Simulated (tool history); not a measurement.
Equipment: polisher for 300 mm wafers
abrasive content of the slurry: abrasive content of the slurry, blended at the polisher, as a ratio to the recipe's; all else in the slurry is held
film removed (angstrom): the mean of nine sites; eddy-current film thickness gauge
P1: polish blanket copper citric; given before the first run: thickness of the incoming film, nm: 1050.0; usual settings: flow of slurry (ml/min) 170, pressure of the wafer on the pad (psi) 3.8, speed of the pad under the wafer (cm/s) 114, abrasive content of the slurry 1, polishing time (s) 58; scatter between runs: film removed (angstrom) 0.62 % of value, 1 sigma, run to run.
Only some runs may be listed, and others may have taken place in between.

run,hour,flow of slurry (ml/min),pressure of the wafer on the pad (psi),speed of the pad under the wafer (cm/s),abrasive content of the slurry,polishing time (s),wafers polished on this pad,hours since the slurry nozzle was cleaned,hours since the head pressure was calibrated,hours since the slurry blender was calibrated,film removed (angstrom)
1,9,170,3.8,114,1,58,637,56,507.3,281.6,2172.5
2,20.6,170,3.8,114,1,58,730,67.6,518.9,293.2,2184.8
3,30.9,170,3.8,114,1,58,812,77.9,529.2,303.5,2171.9
4,44.4,255,3.8,114,1,58,920,91.4,542.7,317,2283.3
5,57.4,170,3.8,68,1,58,1024,104.4,555.7,330,1318.5
6,73.4,170,3.8,114,1,26,1152,120.4,571.7,346,981.21
7,81.7,170,3.8,178,1,58,1218,128.7,580,354.3,3356.6
8,93.4,170,2.3,114,1,58,1311,140.4,591.7,366,1339.6
9,109.9,170,3.8,114,1,58,1443,156.9,608.2,382.5,2177.3
10,119.2,170,5.9,114,1,58,1518,166.2,617.5,391.8,3388.9
11,135.7,100,3.8,114,1,58,1650,182.7,634,408.3,1961.4
12,145.2,170,3.8,114,1,80,1726,192.2,643.5,417.8,2981.6
13,153.3,170,3.8,114,1.3,58,1790,200.3,651.6,425.9,2306.3
14,166.8,170,3.8,52,1,86,1898,213.8,665.1,439.4,1509
15,176.8,170,3.8,114,1,58,1978,223.8,675.1,449.4,2171.7
16,189.2,170,3.8,114,1,58,2077,236.2,687.5,461.8,2182.9
17,201.6,170,3.8,114,1,58,2176,248.6,699.9,474.2,2178.6
18,216.2,170,3.8,114,0.65,58,2293,263.2,714.5,488.8,1983.8
19,224.3,170,3.8,114,1,58,2358,271.3,722.6,496.9,2187.6
20,238,170,3.8,114,1,58,2467,285,736.3,510.6,2119.4
21,246.3,170,3.8,114,1,58,2534,293.3,744.6,518.9,2114.6
22,256.7,170,3.8,114,1,58,2617,303.7,755,529.3,2066.9
# hour 264.9: slurry blender recalibrated
23,265.6,170,3.8,114,1,58,2688,312.6,763.9,0.8,2063.4
# hour 270.3: head pressure recalibrated
24,273.4,170,3.8,114,1,58,2750,320.4,3.2,8.6,2089
25,287.9,170,3.8,114,1,58,2866,334.9,17.7,23.1,2048.4
26,302.2,170,3.8,114,1,58,2980,349.2,32,37.4,2048.3
27,316.8,170,3.8,114,1,58,3097,363.8,46.6,52,2037.2
28,324.5,170,3.8,114,1,58,3159,371.5,54.3,59.7,2024.6

What P1 gives has crept off from where it sat before. The 2 causes that follow fit the log equally well, each at the size noted:
A: removal rate lost through wear of the pad, % = 6.66
B: slurry flow missing at the pad, % = 31.4
The creep began at about hour 224.3.
Excluded causes, each with its reason:
head's pressure below its setpoint, %: serviced at hour 270.3, after the change had begun; the process did not return to its earlier output
abrasive missing from the slurry, %: serviced at hour 264.9, after the change had begun; the process did not return to its earlier output

The 4 check runs listed below each average the results of 5 wafers, and their outcomes are marked with question marks. Under which run would the listed causes produce clearly different results?
check 1,332.2,250,3.8,114,1,58,,,,,?
check 2,332.2,170,2.7,114,0.8,58,,,,,?
check 3,332.2,170,5,114,1,58,,,,,?
check 4,332.2,170,2.5,114,0.8,58,,,,,?

If the cause were each of the candidates in turn, the checks would give the following:
check,result,if A,if B
check 1,film removed (angstrom),2135.3,2180.1
check 2,film removed (angstrom),1386.8,1386.9
check 3,film removed (angstrom),2663.2,2663.3
check 4,film removed (angstrom),1286.5,1286.5
Separation of the two closest causes in each check, using whichever result separates them best: check 1 2.08 %; check 2 0 %; check 3 0 %; check 4 0 %
Only check 1 tells the causes apart: in the others they would give nearly the same result.

Check 1 was then run and gave: film removed (angstrom) 2176.3. Which cause is it?

It was cause B: slurry flow missing at the pad, %.

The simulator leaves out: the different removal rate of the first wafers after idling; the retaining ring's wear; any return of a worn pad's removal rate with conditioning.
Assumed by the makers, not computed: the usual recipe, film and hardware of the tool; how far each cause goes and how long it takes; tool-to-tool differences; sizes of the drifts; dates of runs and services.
